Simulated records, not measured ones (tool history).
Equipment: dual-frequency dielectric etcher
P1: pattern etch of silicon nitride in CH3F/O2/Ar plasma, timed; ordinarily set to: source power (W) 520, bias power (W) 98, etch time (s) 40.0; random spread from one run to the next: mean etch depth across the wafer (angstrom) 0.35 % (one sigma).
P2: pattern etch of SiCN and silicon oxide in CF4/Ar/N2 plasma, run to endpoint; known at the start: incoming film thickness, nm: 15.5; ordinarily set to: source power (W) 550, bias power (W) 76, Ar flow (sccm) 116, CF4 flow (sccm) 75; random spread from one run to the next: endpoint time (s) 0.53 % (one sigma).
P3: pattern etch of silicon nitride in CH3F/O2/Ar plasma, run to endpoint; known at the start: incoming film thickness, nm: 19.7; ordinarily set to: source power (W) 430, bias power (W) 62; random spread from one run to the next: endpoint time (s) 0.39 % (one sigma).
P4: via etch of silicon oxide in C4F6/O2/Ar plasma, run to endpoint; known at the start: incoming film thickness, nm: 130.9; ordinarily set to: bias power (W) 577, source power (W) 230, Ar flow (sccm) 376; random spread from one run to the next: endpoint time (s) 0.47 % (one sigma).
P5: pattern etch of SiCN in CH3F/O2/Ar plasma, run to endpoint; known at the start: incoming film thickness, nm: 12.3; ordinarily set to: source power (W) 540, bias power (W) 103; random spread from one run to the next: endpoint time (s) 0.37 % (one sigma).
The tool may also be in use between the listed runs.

run	hour	process that ran	source power (W)	bias power (W)	etch time (s)	Ar flow (sccm)	CF4 flow (sccm)	hours since the last wet clean	hours since the last source power generator calibration	hours since the last bias power generator calibration	mean etch depth across the wafer (angstrom)	endpoint time (s)
1	3.8	P1	520	98	40.0			72.8	2416.2	1059.4	349.63	
2	7.9	P2	550	93		116	75	76.9	2420.3	1063.5		13.592
3	11.4	P5	540	103				80.4	2423.8	1067.0		26.829
4	15.6	P1	660	98	23.0			84.6	2428.0	1071.2	220.38	
5	20.9	P3	350	62				89.9	2433.3	1076.5		32.579
6	25.8	P1	520	98	22.5			94.8	2438.2	1081.4	197.31	
7	31.0	P4	230	785		376		100.0	2443.4	1086.6		29.267
8	36.6	P2	550	76		87	75	105.6	2449.0	1092.2		14.004
9	42.3	P3	430	62				111.3	2454.7	1097.9		30.249
# hour 45.3: wet clean of the chamber
10	45.5	P5	540	132				0.3	2457.9	1101.1		24.533
11	49.3	P4	320	577		376		4.1	2461.7	1104.9		29.612
12	52.1	P1	350	98	40.0			6.9	2464.5	1107.7	301.36	
13	56.7	P2	550	76		116	75	11.5	2469.1	1112.3		14.673
14	60.4	P1	640	98	40.0			15.2	2472.8	1116.0	380.06	
15	65.4	P1	520	98	40.0			20.2	2477.8	1121.0	350.03	
16	70.7	P4	230	577		376		25.5	2483.1	1126.3		33.297
17	76.0	P2	340	76		116	75	30.8	2488.4	1131.6		22.394
18	81.7	P1	520	98	40.0			36.5	2494.1	1137.3	348.01	
19	86.9	P3	430	79				41.7	2499.3	1142.5		27.836
20	89.9	P5	740	103				44.7	2502.3	1145.5		24.016
21	93.6	P1	520	98	53.0			48.4	2506.0	1149.2	461.96	
22	99.3	P4	230	577		292		54.1	2511.7	1154.9		32.556
23	104.7	P1	520	135	40.0			59.5	2517.1	1160.3	393.94	
24	109.3	P2	550	76		116	56	64.1	2521.7	1164.9		15.328
25	112.8	P1	520	79	40.0			67.6	2525.2	1168.4	322.82	
26	115.8	P1	520	98	40.0			70.6	2528.2	1171.4	350.50	
27	119.3	P1	520	98	40.0			74.1	2531.7	1174.9	348.57	
28	121.8	P1	520	98	40.0			76.6	2534.2	1177.4	349.18	
29	127.0	P1	520	98	40.0			81.8	2539.4	1182.6	346.75	
30	132.6	P1	520	98	40.0			87.4	2545.0	1188.2	345.76	
31	136.8	P1	520	98	40.0			91.6	2549.2	1192.4	346.22	
32	139.4	P1	520	98	40.0			94.2	2551.8	1195.0	344.17	
# hour 143.3: wet clean of the chamber
33	144.2	P1	520	98	40.0			0.9	2556.6	1199.8	346.56	
34	146.7	P1	520	98	40.0			3.4	2559.1	1202.3	342.79	
35	151.0	P1	520	98	40.0			7.7	2563.4	1206.6	344.70	
36	155.9	P1	520	98	40.0			12.6	2568.3	1211.5	342.26	
37	160.2	P1	520	98	40.0			16.9	2572.6	1215.8	341.69	

What P1 gives has crept away from where it was. These 2 causes fit the log equally well, each at the size given:
A: bias power that arrives under what is set, % = 4.81
B: source power that arrives under what is set, % = 4.59
Onset of the creep was near hour 119.3.
Why every other cause is out:
chamber walls in a state that lowers the etch rate, %: serviced after onset, at hour 143.3, with no recovery of the prior output

4 check runs are offered, each on 3 wafers whose results are averaged, their results left as question marks. Which one tells the causes apart?
check 1	164.5	P3	430	62								?
check 2	164.5	P5	540	103								?
check 3	164.5	P4	230	577		376						?
check 4	164.5	P2	550	76		116	75					?

Check results expected under each cause:
check	result	if A	if B
check 1	endpoint time (s)	30.665	30.724
check 2	endpoint time (s)	27.434	27.410
check 3	endpoint time (s)	33.999	33.926
check 4	endpoint time (s)	14.878	15.250
How far apart the two closest causes lie, in the result that separates them most: check 1 0.19 %; check 2 0.09 %; check 3 0.21 %; check 4 2.47 %
The causes can be told apart only by check 4. The other checks would give nearly the same results under each of them.

Check 4 was carried out, with these results: endpoint time (s) 14.871. Which of the listed causes is responsible?

A is the cause: bias power that arrives under what is set, %.
